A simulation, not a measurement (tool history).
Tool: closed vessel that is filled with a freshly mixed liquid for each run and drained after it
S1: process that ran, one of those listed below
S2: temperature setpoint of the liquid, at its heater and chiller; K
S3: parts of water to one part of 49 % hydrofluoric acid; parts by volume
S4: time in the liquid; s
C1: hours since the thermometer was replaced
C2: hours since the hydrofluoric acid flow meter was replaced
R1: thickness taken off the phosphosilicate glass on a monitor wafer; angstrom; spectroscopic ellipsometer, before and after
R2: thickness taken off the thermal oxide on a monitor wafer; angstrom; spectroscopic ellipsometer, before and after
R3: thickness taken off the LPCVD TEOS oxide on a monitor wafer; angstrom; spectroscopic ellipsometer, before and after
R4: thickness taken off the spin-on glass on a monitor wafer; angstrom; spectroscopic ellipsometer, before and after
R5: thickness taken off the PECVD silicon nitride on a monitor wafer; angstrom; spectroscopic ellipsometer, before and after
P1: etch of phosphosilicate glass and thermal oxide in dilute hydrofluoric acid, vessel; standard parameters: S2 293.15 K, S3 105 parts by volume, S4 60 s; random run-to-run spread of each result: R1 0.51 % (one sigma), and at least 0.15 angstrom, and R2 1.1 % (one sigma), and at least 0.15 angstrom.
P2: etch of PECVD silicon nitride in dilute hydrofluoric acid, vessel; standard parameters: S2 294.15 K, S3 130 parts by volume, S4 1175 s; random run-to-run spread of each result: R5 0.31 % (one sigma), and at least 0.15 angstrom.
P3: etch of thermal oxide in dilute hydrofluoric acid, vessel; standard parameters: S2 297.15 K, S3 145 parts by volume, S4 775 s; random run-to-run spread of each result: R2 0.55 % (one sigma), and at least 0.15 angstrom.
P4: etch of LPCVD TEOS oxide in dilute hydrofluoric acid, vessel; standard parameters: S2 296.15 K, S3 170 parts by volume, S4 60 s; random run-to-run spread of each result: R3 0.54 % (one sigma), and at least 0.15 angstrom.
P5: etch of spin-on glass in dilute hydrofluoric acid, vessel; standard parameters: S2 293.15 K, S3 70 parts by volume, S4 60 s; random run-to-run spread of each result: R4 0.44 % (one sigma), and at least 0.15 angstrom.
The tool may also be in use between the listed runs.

Run 1, hour 3.6: S1 P1, S2 293.15 K, S3 105 parts by volume, S4 60 s; C1 440.8; C2 829.0. Result: R1 281.38 angstrom, R2 23.338 angstrom.
Run 2, hour 10.4: S1 P4, S2 296.15 K, S3 170 parts by volume, S4 30 s; C1 447.6; C2 835.8. Result: R3 78.401 angstrom.
Run 3, hour 13.4: S1 P1, S2 293.15 K, S3 105 parts by volume, S4 30 s; C1 450.6; C2 838.8. Result: R1 141.19 angstrom, R2 11.557 angstrom.
Run 4, hour 16.5: S1 P3, S2 297.15 K, S3 145 parts by volume, S4 1180 s; C1 453.7; C2 841.9. Result: R2 352.800 angstrom.
Run 5, hour 22.2: S1 P1, S2 293.15 K, S3 55 parts by volume, S4 35 s; C1 459.4; C2 847.6. Result: R1 332.77 angstrom, R2 27.400 angstrom.
Run 6, hour 26.8: S1 P5, S2 293.15 K, S3 70 parts by volume, S4 60 s; C1 464.0; C2 852.2. Result: R4 279.33 angstrom.
Run 7, hour 29.9: S1 P4, S2 296.15 K, S3 170 parts by volume, S4 60 s; C1 467.1; C2 855.3. Result: R3 156.170 angstrom.
Run 8, hour 36.2: S1 P2, S2 294.15 K, S3 130 parts by volume, S4 650 s; C1 473.4; C2 861.6. Result: R5 86.723 angstrom.
Run 9, hour 42.1: S1 P2, S2 299.65 K, S3 130 parts by volume, S4 1175 s; C1 479.3; C2 867.5. Result: R5 226.050 angstrom.
Run 10, hour 48.9: S1 P4, S2 290.15 K, S3 170 parts by volume, S4 60 s; C1 486.1; C2 874.3. Result: R3 124.470 angstrom.
Run 11, hour 53.0: S1 P3, S2 297.15 K, S3 145 parts by volume, S4 775 s; C1 490.2; C2 878.4. Result: R2 235.240 angstrom.
Run 12, hour 56.3: S1 P3, S2 290.65 K, S3 145 parts by volume, S4 775 s; C1 493.5; C2 881.7. Result: R2 181.220 angstrom.
At hour 57.8: thermometer replaced.
Run 13, hour 62.9: S1 P3, S2 297.15 K, S3 35 parts by volume, S4 775 s; C1 5.2; C2 888.3. Result: R2 1102.400 angstrom.
Run 14, hour 69.4: S1 P1, S2 300.65 K, S3 105 parts by volume, S4 35 s; C1 11.7; C2 894.8. Result: R1 221.87 angstrom, R2 17.940 angstrom.
Run 15, hour 76.2: S1 P2, S2 294.15 K, S3 130 parts by volume, S4 1175 s; C1 18.5; C2 901.6. Result: R5 158.100 angstrom.
Run 16, hour 80.6: S1 P1, S2 293.15 K, S3 70 parts by volume, S4 60 s; C1 22.9; C2 906.0. Result: R1 445.67 angstrom, R2 36.691 angstrom.
Run 17, hour 85.5: S1 P1, S2 293.15 K, S3 105 parts by volume, S4 60 s; C1 27.8; C2 910.9. Result: R1 282.71 angstrom, R2 23.037 angstrom.
Run 18, hour 88.6: S1 P2, S2 294.15 K, S3 25 parts by volume, S4 1175 s; C1 30.9; C2 914.0. Result: R5 784.600 angstrom.
Run 19, hour 93.3: S1 P1, S2 293.15 K, S3 150 parts by volume, S4 60 s; C1 35.6; C2 918.7. Result: R1 190.01 angstrom, R2 15.560 angstrom.
Run 20, hour 96.6: S1 P5, S2 300.15 K, S3 70 parts by volume, S4 60 s; C1 38.9; C2 922.0. Result: R4 370.05 angstrom.
Run 21, hour 101.2: S1 P1, S2 293.15 K, S3 105 parts by volume, S4 60 s; C1 43.5; C2 926.6. Result: R1 278.40 angstrom, R2 23.320 angstrom.
Run 22, hour 105.1: S1 P5, S2 293.15 K, S3 125 parts by volume, S4 60 s; C1 47.4; C2 930.5. Result: R4 146.16 angstrom.
Run 23, hour 108.7: S1 P4, S2 296.15 K, S3 245 parts by volume, S4 60 s; C1 51.0; C2 934.1. Result: R3 101.150 angstrom.
Run 24, hour 112.8: S1 P3, S2 297.15 K, S3 145 parts by volume, S4 775 s; C1 55.1; C2 938.2. Result: R2 235.690 angstrom.
Run 25, hour 119.2: S1 P1, S2 293.15 K, S3 105 parts by volume, S4 60 s; C1 61.5; C2 944.6. Result: R1 280.23 angstrom, R2 23.063 angstrom.
Run 26, hour 125.5: S1 P1, S2 290.15 K, S3 105 parts by volume, S4 60 s; C1 67.8; C2 950.9. Result: R1 247.74 angstrom, R2 20.433 angstrom.
Run 27, hour 128.7: S1 P1, S2 293.15 K, S3 105 parts by volume, S4 60 s; C1 71.0; C2 954.1. Result: R1 284.42 angstrom, R2 23.383 angstrom.
Run 28, hour 134.2: S1 P5, S2 293.15 K, S3 70 parts by volume, S4 60 s; C1 76.5; C2 959.6. Result: R4 277.60 angstrom.
Run 29, hour 140.3: S1 P1, S2 299.65 K, S3 105 parts by volume, S4 60 s; C1 82.6; C2 965.7. Result: R1 370.18 angstrom, R2 30.246 angstrom.
Run 30, hour 147.2: S1 P1, S2 293.15 K, S3 105 parts by volume, S4 105 s; C1 89.5; C2 972.6. Result: R1 493.65 angstrom, R2 40.744 angstrom.

Run 31 has not been measured yet. What should we expect?
Run 31, hour 153.0: S1 P5, S2 293.15 K, S3 70 parts by volume, S4 110 s; C1 95.3; C2 978.4. Result: R4 ?.

{"run 31": {"R4": 510.75}}
